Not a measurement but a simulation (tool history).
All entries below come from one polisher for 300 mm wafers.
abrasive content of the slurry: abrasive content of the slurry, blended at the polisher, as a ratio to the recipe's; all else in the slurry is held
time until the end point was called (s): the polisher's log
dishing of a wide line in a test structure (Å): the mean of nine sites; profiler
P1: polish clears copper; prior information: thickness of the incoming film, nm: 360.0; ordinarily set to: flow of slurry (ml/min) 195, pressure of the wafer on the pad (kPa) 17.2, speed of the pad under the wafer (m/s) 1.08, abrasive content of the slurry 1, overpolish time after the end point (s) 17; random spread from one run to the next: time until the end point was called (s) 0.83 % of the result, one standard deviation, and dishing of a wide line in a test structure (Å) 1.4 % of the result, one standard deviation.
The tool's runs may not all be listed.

run,hour,flow of slurry (ml/min),pressure of the wafer on the pad (kPa),speed of the pad under the wafer (m/s),abrasive content of the slurry,overpolish time after the end point (s),time until the end point was called (s),dishing of a wide line in a test structure (Å)
1,12.3,195,17.2,1.08,1,17,135.25,276.83
2,30.7,195,17.2,1.08,1,17,132.38,278.9
3,43.5,195,17.2,1.08,1,24,133.79,347.88
4,62.2,195,17.2,1.08,1,17,134.88,283.52
5,80.7,195,17.2,0.48,1,17,299.34,146.75
6,92,195,17.2,1.08,1,17,134.79,283.56
7,105,300,17.2,1.08,0.55,17,146.95,261.68
8,115.8,195,17.2,1.08,0.5,17,154.97,249.14
9,131.6,115,17.2,1.08,1,17,146.35,257.53
10,149,195,17.2,1.08,1,17,134.25,283.43
11,159.2,275,17.2,1.08,1,17,129.01,285.07
12,170.4,195,17.2,1.08,1.3,17,127.82,285.38
13,188.2,195,27.6,1.08,1,17,83.852,386.16
14,200.9,195,17.2,1.54,1,17,94.865,343.98
15,216.9,195,9.7,1.08,1,17,240.62,175.11
16,234.5,195,13.1,0.82,1,17,238.24,181.15

Forecast run 17:
# hour 244.5: slurry blender recalibrated
17,253.4,195,17.2,1.08,1,17,?,?

time until the end point was called (s): 135.19
dishing of a wide line in a test structure (Å): 272.71
